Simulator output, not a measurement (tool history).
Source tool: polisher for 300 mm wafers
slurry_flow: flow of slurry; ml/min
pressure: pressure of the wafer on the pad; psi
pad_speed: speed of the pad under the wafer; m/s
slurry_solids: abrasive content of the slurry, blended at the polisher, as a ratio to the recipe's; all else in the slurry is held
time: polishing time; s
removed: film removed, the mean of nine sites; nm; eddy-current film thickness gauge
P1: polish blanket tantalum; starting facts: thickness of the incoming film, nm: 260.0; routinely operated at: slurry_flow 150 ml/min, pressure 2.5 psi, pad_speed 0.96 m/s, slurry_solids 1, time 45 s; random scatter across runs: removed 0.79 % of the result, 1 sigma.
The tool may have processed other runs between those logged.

run	hour	slurry_flow	pressure	pad_speed	slurry_solids	time	removed
1	10.6	150	2.5	0.96	1	45	86.095
2	18.6	150	2.5	0.96	1.45	45	93.48
3	29.8	150	2.5	0.48	1	45	43.783
4	44.7	150	3.2	0.96	1	64	157.66
5	53.1	150	2.5	1.48	1	45	130.71
6	60.8	90	2.5	0.96	1	45	76.448
7	73.9	150	2.5	0.96	1	45	87.395
8	88.3	150	1.2	0.96	1	45	41.419
9	95.5	150	2.5	0.96	1	68	131.3
10	104.4	150	3.9	0.96	1	45	134.94
11	119.4	150	2.5	0.96	1	45	85.724
12	132.3	150	2.5	0.96	0.6	45	72.113
13	143.5	150	2.5	0.96	1	45	87.056
14	156.5	150	2.5	0.96	1	20	37.958
15	164.7	150	2.5	0.96	1	45	86.1
16	173	190	2.5	0.96	1	45	89.272
17	184	150	2.5	0.96	1	45	87.387
18	195.9	150	2.5	0.96	1	45	85.731
19	205.8	150	2.5	0.96	1	45	82.83
20	214.1	150	2.5	0.96	1	45	82.511
21	229.4	150	2.5	0.96	1	45	81.623
22	245.4	150	2.5	0.96	1	45	81.522
23	256.6	150	2.5	0.96	1	45	81.854
# hour 257.4: worn pad replaced by a new one
# hour 263.9: slurry nozzle cleaned
24	272.1	150	2.5	0.96	1	45	80.433
25	287.9	150	2.5	0.96	1	45	81.309
26	299.6	150	2.5	0.96	1	45	80.765

Something has made what P1 gives creep away from where it was; the 2 causes below, each at its own stated size, fit the log equally well:
A: abrasive missing from the slurry, % = 20.3
B: head's pressure below its setpoint, % = 6.79
The creep began at about hour 184.
Every other cause this tool's parts could produce, and why it does not fit the log:
removal rate lost through wear of the pad, %: was serviced at hour 257.4, once the creep was under way, yet the earlier output never came back
slurry flow missing at the pad, %: was serviced at hour 263.9, once the creep was under way, yet the earlier output never came back

The 4 check runs listed below each average the results of 5 wafers, and their outcomes are marked with question marks. Under which run would the listed causes produce clearly different results?
check 1	311.3	150	2.5	1.38	1	45	?
check 2	311.3	90	2.5	1.2	1	45	?
check 3	311.3	150	2.5	0.56	0.6	45	?
check 4	311.3	150	2.5	0.54	1	45	?

If the cause were each of the candidates in turn, the checks would give the following:
check	result	if A	if B
check 1	removed	115.57	115.56
check 2	removed	89.837	89.831
check 3	removed	38.354	39.392
check 4	removed	45.224	45.22
Smallest distance between any two causes, each pair judged by its most separating result, in per cent: check 1 0.01 %; check 2 0.01 %; check 3 2.67 %; check 4 0.01 %
Of the check runs offered, only check 3 discriminates between the causes; the rest would read about the same regardless of which cause applies.

Running check 3 produced the following: removed 39.403 nm. Which one of the listed causes fits?

The correct cause is B, namely: head's pressure below its setpoint, %.
